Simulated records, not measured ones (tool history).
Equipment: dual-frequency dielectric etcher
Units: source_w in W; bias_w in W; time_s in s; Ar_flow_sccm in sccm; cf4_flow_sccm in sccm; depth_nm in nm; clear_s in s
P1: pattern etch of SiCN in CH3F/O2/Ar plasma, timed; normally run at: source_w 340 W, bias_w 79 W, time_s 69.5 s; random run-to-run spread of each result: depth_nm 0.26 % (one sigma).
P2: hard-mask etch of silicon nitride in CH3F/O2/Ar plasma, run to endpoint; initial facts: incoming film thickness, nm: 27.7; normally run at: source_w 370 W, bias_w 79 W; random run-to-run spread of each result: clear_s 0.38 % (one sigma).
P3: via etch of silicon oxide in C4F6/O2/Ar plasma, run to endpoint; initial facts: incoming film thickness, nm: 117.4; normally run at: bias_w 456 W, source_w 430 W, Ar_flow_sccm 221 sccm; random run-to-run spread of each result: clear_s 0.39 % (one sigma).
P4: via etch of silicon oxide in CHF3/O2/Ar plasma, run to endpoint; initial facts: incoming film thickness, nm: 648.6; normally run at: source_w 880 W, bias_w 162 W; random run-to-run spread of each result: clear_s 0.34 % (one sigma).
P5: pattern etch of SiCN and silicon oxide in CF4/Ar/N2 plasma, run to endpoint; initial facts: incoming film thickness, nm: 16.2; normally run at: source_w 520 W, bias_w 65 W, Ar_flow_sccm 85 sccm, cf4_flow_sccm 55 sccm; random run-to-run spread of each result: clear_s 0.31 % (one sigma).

run 1 day=0.279 | process=P1 source_w=340 bias_w=79 time_s=69.5 | depth_nm=25.423
run 2 day=0.462 | process=P1 source_w=340 bias_w=79 time_s=69.5 | depth_nm=25.424
run 3 day=0.688 | process=P3 source_w=430 bias_w=295 Ar_flow_sccm=221 | clear_s=29.427
run 4 day=1.008 | process=P1 source_w=260 bias_w=79 time_s=84.0 | depth_nm=27.814
run 5 day=1.371 | process=P5 source_w=520 bias_w=65 Ar_flow_sccm=113 cf4_flow_sccm=55 | clear_s=17.906
run 6 day=1.562 | process=P5 source_w=340 bias_w=65 Ar_flow_sccm=85 cf4_flow_sccm=55 | clear_s=24.777
run 7 day=1.925 | process=P4 source_w=600 bias_w=162 | clear_s=345.760
run 8 day=2.121 | process=P1 source_w=340 bias_w=79 time_s=69.5 | depth_nm=25.354
run 9 day=2.317 | process=P1 source_w=340 bias_w=79 time_s=53.0 | depth_nm=19.389
run 10 day=2.679 | process=P2 source_w=280 bias_w=79 | clear_s=44.427
run 11 day=2.883 | process=P1 source_w=340 bias_w=103 time_s=69.5 | depth_nm=28.101
run 12 day=3.146 | process=P2 source_w=370 bias_w=47 | clear_s=47.614
run 13 day=3.508 | process=P1 source_w=440 bias_w=79 time_s=69.5 | depth_nm=27.969
run 14 day=3.762 | process=P5 source_w=520 bias_w=65 Ar_flow_sccm=85 cf4_flow_sccm=55 | clear_s=17.134
run 15 day=4.071 | process=P3 source_w=430 bias_w=456 Ar_flow_sccm=157 | clear_s=24.379
run 16 day=4.375 | process=P1 source_w=340 bias_w=56 time_s=69.5 | depth_nm=22.487
run 17 day=4.588 | process=P1 source_w=270 bias_w=79 time_s=69.5 | depth_nm=23.267
run 18 day=4.762 | process=P4 source_w=880 bias_w=131 | clear_s=320.010
run 19 day=5.004 | process=P1 source_w=340 bias_w=94 time_s=95.5 | depth_nm=37.145
run 20 day=5.275 | process=P2 source_w=370 bias_w=79 | clear_s=39.846
run 21 day=5.575 | process=P5 source_w=520 bias_w=53 Ar_flow_sccm=85 cf4_flow_sccm=55 | clear_s=18.232
run 22 day=5.917 | process=P5 source_w=520 bias_w=65 Ar_flow_sccm=85 cf4_flow_sccm=35 | clear_s=18.486
-- day=6.088 source power generator calibrated
run 23 day=6.167 | process=P1 source_w=340 bias_w=79 time_s=90.0 | depth_nm=32.871
run 24 day=6.408 | process=P3 source_w=330 bias_w=456 Ar_flow_sccm=221 | clear_s=27.791
run 25 day=6.567 | process=P1 source_w=340 bias_w=79 time_s=69.5 | depth_nm=25.453
run 26 day=6.862 | process=P3 source_w=430 bias_w=456 Ar_flow_sccm=221 | clear_s=25.148
run 27 day=7.062 | process=P4 source_w=880 bias_w=162 | clear_s=299.860
run 28 day=7.388 | process=P1 source_w=340 bias_w=79 time_s=69.5 | depth_nm=25.327
run 29 day=7.554 | process=P1 source_w=340 bias_w=79 time_s=69.5 | depth_nm=25.416
run 30 day=7.892 | process=P1 source_w=340 bias_w=79 time_s=69.5 | depth_nm=25.643
run 31 day=8.158 | process=P1 source_w=340 bias_w=79 time_s=69.5 | depth_nm=25.610
run 32 day=8.367 | process=P1 source_w=340 bias_w=79 time_s=69.5 | depth_nm=25.648
run 33 day=8.646 | process=P1 source_w=340 bias_w=79 time_s=69.5 | depth_nm=25.727
run 34 day=9.004 | process=P1 source_w=340 bias_w=79 time_s=69.5 | depth_nm=25.798
run 35 day=9.200 | process=P1 source_w=340 bias_w=79 time_s=69.5 | depth_nm=25.798
-- day=9.408 wet clean of the chamber
run 36 day=9.433 | process=P1 source_w=340 bias_w=79 time_s=69.5 | depth_nm=25.773
run 37 day=9.596 | process=P1 source_w=340 bias_w=79 time_s=69.5 | depth_nm=25.753
run 38 day=9.888 | process=P1 source_w=340 bias_w=79 time_s=69.5 | depth_nm=25.739
run 39 day=10.158 | process=P1 source_w=340 bias_w=79 time_s=69.5 | depth_nm=25.766
run 40 day=10.429 | process=P1 source_w=340 bias_w=79 time_s=69.5 | depth_nm=25.844

What P1 gives has crept off from where it sat before. The 2 causes that follow fit the log equally well, each at the size noted:
A: bias power that arrives over what is set, % = 3.99
B: source power that arrives over what is set, % = 3.92
At approximately day 7.554, the process output began to creep.
Why every other cause is out:
chamber walls in a state that raises the etch rate, %: serviced after onset, at day 9.408, with no recovery of the prior output

Which of the 4 check runs listed below, each an average over 2 wafers with its results shown as question marks, gives clearly different results under the different listed causes?
run check 1 day=10.700 | process=P2 source_w=370 bias_w=79 | clear_s=?
run check 2 day=10.700 | process=P3 source_w=430 bias_w=456 Ar_flow_sccm=221 | clear_s=?
run check 3 day=10.700 | process=P4 source_w=880 bias_w=162 | clear_s=?
run check 4 day=10.700 | process=P5 source_w=520 bias_w=65 Ar_flow_sccm=85 cf4_flow_sccm=55 | clear_s=?

Expected result of each check under each candidate cause:
check=check_1 result=clear_s if_A=39.553 if_B=39.527
check=check_2 result=clear_s if_A=24.888 if_B=24.892
check=check_3 result=clear_s if_A=295.420 if_B=294.720
check=check_4 result=clear_s if_A=16.859 if_B=16.508
How far apart the two closest causes lie, in the result that separates them most: check 1 0.07 %; check 2 0.02 %; check 3 0.24 %; check 4 2.11 %
Check 4 distinguishes between the causes, while the remaining checks would return nearly the same result for all of them.

Then check 4 was run and gave: clear_s 16.876 s. Which cause is it?

The correct cause is A, namely: bias power that arrives over what is set, %.
